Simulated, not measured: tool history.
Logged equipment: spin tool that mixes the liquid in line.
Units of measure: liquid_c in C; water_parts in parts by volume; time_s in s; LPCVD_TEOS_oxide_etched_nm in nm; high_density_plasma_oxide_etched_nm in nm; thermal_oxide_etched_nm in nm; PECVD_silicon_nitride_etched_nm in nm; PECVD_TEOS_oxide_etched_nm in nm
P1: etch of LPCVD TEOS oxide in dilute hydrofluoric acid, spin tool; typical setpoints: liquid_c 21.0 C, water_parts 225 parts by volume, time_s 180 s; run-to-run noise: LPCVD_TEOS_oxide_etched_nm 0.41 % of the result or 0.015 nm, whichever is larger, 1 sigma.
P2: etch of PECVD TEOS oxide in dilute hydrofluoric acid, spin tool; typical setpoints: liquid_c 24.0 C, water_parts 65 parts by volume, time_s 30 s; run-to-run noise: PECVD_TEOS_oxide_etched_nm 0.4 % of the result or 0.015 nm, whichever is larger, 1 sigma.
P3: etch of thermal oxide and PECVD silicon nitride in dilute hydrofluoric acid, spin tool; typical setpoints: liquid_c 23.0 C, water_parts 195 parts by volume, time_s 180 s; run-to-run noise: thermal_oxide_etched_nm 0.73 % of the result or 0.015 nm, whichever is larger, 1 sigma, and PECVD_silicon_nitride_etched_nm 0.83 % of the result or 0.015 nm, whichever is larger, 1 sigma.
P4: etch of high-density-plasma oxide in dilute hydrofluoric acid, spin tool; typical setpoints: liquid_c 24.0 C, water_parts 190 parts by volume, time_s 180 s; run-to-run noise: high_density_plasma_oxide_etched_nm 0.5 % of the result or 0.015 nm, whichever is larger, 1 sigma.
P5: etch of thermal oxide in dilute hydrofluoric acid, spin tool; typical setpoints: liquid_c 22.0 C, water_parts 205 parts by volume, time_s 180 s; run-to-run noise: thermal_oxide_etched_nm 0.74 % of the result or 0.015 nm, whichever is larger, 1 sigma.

run   hour  process  liquid_c  water_parts  time_s  LPCVD_TEOS_oxide_etched_nm  high_density_plasma_oxide_etched_nm  thermal_oxide_etched_nm  PECVD_silicon_nitride_etched_nm  PECVD_TEOS_oxide_etched_nm
  1   13.5       P1      21.0          225     180                     25.2710
  2   25.3       P4      24.0          190     180                                                           4.4731
  3   39.2       P4      24.0          190      70                                                           1.7588
  4   56.8       P3      17.0          195     180                                                                                    2.9014                           1.9246
  5   66.3       P2      24.0           65      30                                                                                                                                                 7.4775
  6   79.3       P1      21.0          225     180                     25.4280
  7   90.0       P1      21.0          225     180                     25.2200
  8  100.4       P1      21.0          225     180                     25.3490
  9  114.5       P1      26.5          225     180                     30.8670
 10  127.1       P5      22.0          320     180                                                                                    1.9293
 11  144.7       P1      17.0          225     180                     21.5650
 12  162.1       P3      23.0          195      70                                                                                    1.4237                           1.0914
 13  172.0       P1      21.0          225     265                     37.0990
 14  188.0       P1      21.0          350     180                     14.6070
 15  200.5       P2      24.0           65      55                                                                                                                                                13.6810
 16  209.2       P2      24.0          110      30                                                                                                                                                 4.2039
 17  224.8       P1      21.0          225     180                     25.4440
 18  240.1       P3      23.0          195     180                                                                                    3.6830                           2.8272
 19  256.8       P4      24.0           65     180                                                          15.1960
 20  271.0       P1      21.0          110     180                     58.5060
 21  288.1       P5      17.5          205     180                                                                                    2.8207
 22  301.9       P2      18.5           65      30                                                                                                                                                 5.9358
 23  315.4       P3      23.0           75     180                                                                                   10.8230                           7.2738
 24  332.3       P4      24.0          190     180                                                           4.4925
 25  344.6       P1      21.0          300      95                      9.4274
 26  360.6       P4      17.0          190     180                                                           3.4386
 27  376.8       P1      21.0          225      85                     11.9930
 28  388.4       P5      22.0          205     180                                                                                    3.3572
 29  406.0       P2      24.0           65      30                                                                                                                                                 7.5357
 30  413.9       P5      22.0          205     355                                                                                    6.6024

What does the tool deliver on the next run?
 31  424.9       P1      21.0          225     180                           ?

{"run 31": {"LPCVD_TEOS_oxide_etched_nm": 25.345}}
